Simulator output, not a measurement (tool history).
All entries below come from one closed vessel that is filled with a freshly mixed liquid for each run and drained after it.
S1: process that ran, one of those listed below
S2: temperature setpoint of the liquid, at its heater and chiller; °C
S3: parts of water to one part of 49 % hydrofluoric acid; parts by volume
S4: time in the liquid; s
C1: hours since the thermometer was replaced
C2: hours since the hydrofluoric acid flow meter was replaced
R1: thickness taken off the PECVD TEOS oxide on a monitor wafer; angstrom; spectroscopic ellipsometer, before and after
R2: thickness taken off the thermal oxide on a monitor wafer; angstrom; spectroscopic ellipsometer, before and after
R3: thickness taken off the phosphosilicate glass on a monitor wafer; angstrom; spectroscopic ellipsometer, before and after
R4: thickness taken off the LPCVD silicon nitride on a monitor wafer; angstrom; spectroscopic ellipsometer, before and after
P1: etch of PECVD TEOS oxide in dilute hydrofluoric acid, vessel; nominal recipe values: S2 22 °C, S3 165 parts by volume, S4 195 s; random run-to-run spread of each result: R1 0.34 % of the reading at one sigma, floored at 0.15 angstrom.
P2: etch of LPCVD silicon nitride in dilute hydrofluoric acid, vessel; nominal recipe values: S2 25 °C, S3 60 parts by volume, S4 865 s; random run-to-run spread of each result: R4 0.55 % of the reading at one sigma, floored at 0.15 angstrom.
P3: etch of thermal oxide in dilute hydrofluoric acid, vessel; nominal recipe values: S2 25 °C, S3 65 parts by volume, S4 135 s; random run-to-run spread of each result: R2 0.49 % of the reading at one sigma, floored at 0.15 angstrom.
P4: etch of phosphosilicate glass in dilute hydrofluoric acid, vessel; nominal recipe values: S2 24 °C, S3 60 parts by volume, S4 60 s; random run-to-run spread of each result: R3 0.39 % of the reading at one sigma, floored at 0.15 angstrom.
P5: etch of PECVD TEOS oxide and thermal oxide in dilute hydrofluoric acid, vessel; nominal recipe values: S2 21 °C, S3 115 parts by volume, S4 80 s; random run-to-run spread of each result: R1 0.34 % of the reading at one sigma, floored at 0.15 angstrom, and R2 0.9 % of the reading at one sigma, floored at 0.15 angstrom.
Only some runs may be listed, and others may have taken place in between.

| run | day | S1 | S2 | S3 | S4 | C1 | C2 | R1 | R2 | R3 | R4 |
|---|---|---|---|---|---|---|---|---|---|---|---|
| 1 | 0.246 | P1 | 22 | 165 | 195 | 335.2 | 1496 | 147.83 |  |  |  |
| 2 | 0.408 | P5 | 21 | 115 | 80 | 339.1 | 1499.9 | 103.11 | 29.992 |  |  |
| 3 | 0.546 | P1 | 22 | 165 | 195 | 342.4 | 1503.2 | 147.92 |  |  |  |
| 4 | 0.758 | P5 | 21 | 115 | 30 | 347.5 | 1508.3 | 38.877 | 11.275 |  |  |
| 5 | 1.017 | P3 | 25 | 65 | 135 | 353.7 | 1514.5 |  | 105.55 |  |  |
| 6 | 1.154 | P1 | 30 | 165 | 195 | 357 | 1517.8 | 198.89 |  |  |  |
| 7 | 1.35 | P4 | 17 | 60 | 60 | 361.7 | 1522.5 |  |  | 1263.5 |  |
| 8 | 1.542 | P4 | 24 | 60 | 60 | 366.3 | 1527.1 |  |  | 1696.1 |  |
| 9 | 1.7 | P2 | 25 | 60 | 865 | 370.1 | 1530.9 |  |  |  | 70.485 |
| 10 | 1.904 | P1 | 22 | 165 | 330 | 375 | 1535.8 | 250.4 |  |  |  |
| 11 | 2.05 | P2 | 25 | 60 | 1690 | 378.5 | 1539.3 |  |  |  | 136.02 |
| 12 | 2.262 | P4 | 24 | 105 | 60 | 383.6 | 1544.4 |  |  | 911.46 |  |
| 13 | 2.446 | P2 | 17.5 | 60 | 865 | 388 | 1548.8 |  |  |  | 42.04 |
| 14 | 2.662 | P1 | 22 | 165 | 195 | 393.2 | 1554 | 147.74 |  |  |  |
| 15 | 2.871 | P3 | 25 | 65 | 225 | 398.2 | 1559 |  | 175.66 |  |  |
| 16 | 3.125 | P1 | 22 | 165 | 195 | 404.3 | 1565.1 | 147.16 |  |  |  |
| 17 | 3.421 | P3 | 25 | 20 | 135 | 411.4 | 1572.2 |  | 367.44 |  |  |
| 18 | 3.712 | P1 | 22 | 165 | 195 | 418.4 | 1579.2 | 148.44 |  |  |  |
| 19 | 3.933 | P5 | 17 | 115 | 80 | 423.7 | 1584.5 | 88.174 | 24.816 |  |  |
| 20 | 4.133 | P1 | 17 | 165 | 195 | 428.5 | 1589.3 | 120.98 |  |  |  |
| 21 | 4.404 | P1 | 22 | 165 | 30 | 435 | 1595.8 | 22.633 |  |  |  |
| 22 | 4.538 | P1 | 22 | 165 | 195 | 438.2 | 1599 | 148.2 |  |  |  |
| 23 | 4.683 | P1 | 22 | 75 | 195 | 441.7 | 1602.5 | 358.96 |  |  |  |
| 24 | 4.85 | P1 | 22 | 165 | 195 | 445.7 | 1606.5 | 147.29 |  |  |  |
| 25 | 5.112 | P5 | 21 | 210 | 80 | 452 | 1612.8 | 51.216 | 14.505 |  |  |
|  | 5.167 | thermometer replaced |
| 26 | 5.25 | P1 | 22 | 105 | 105 | 2 | 1616.1 | 133.37 |  |  |  |

Run 27 comes next. What will it give?
| 27 | 5.433 | P3 | 32 | 65 | 135 | 6.4 | 1620.5 |  | ? |  |  |

R2: 139.2 angstrom
